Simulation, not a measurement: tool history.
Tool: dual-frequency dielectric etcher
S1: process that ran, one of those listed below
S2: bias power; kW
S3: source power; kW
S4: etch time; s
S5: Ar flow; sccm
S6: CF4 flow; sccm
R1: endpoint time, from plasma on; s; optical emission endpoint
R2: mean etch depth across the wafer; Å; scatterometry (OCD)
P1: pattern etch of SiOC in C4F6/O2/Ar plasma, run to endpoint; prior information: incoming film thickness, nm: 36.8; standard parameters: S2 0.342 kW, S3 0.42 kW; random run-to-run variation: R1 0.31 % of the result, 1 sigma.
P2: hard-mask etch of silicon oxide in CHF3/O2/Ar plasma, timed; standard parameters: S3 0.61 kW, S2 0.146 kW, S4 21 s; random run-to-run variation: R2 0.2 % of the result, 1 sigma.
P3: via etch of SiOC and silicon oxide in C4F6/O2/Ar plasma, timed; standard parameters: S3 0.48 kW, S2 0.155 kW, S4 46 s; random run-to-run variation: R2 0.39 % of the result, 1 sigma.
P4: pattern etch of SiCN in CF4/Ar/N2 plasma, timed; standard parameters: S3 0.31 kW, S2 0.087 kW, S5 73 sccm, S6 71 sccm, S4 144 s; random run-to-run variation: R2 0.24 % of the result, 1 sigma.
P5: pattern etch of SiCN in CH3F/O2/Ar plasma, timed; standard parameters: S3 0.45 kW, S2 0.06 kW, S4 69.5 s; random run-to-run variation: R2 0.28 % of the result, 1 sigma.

run	day	S1	S2	S3	S4	S5	S6	R1	R2
1	0.392	P1	0.342	0.42				13.719	
2	0.833	P3	0.207	0.48	46				602.65
3	1.183	P4	0.087	0.31	79	73	71		560.79
4	1.762	P3	0.155	0.48	46				551.95
5	2.121	P2	0.146	0.61	21				404.83
6	2.475	P2	0.146	0.76	21				440.47
7	3.129	P1	0.342	0.42				13.76	
8	3.508	P3	0.155	0.48	69				821.91
# day 3.704: bias power generator calibrated
9	3.871	P1	0.342	0.25				16.733	
10	4.338	P2	0.146	0.61	14				269.43
11	4.783	P5	0.038	0.45	69.5				221.84
12	5.104	P5	0.06	0.32	69.5				225.24
13	5.633	P2	0.181	0.61	21				432.35
14	6.221	P5	0.06	0.45	40.5				149.24
15	6.65	P1	0.342	0.42				13.705	
16	6.946	P4	0.087	0.31	144	73	71		1023.2
17	7.362	P4	0.087	0.31	144	101	71		983.86
18	7.767	P3	0.155	0.29	46				449.32
19	8.138	P1	0.342	0.42				13.708	
20	8.488	P1	0.424	0.42				12.735	
21	9.121	P4	0.087	0.31	144	73	56		995.91
22	9.462	P1	0.257	0.29				17.457	
23	9.879	P1	0.417	0.35				13.741	
24	10.429	P3	0.155	0.48	46				547.59
25	10.838	P5	0.06	0.45	69.5				256.57
26	11.412	P5	0.06	0.45	69.5				256.1
27	11.767	P1	0.342	0.56				12.362	
28	12.421	P1	0.342	0.42				13.778	
29	13.071	P4	0.087	0.39	144	73	71		1249.2
30	13.55	P4	0.055	0.31	144	73	71		872.52
31	14.208	P1	0.261	0.42				15.025	
32	14.833	P1	0.342	0.42				13.695	
33	15.283	P4	0.087	0.31	144	73	71		1018.9
34	15.9	P1	0.342	0.42				13.789	
35	16.262	P1	0.342	0.42				13.815	
36	16.912	P1	0.342	0.42				13.89	

The next listed run, before its measurement:
37	17.592	P1	0.342	0.42				?	

R1: 13.958 s
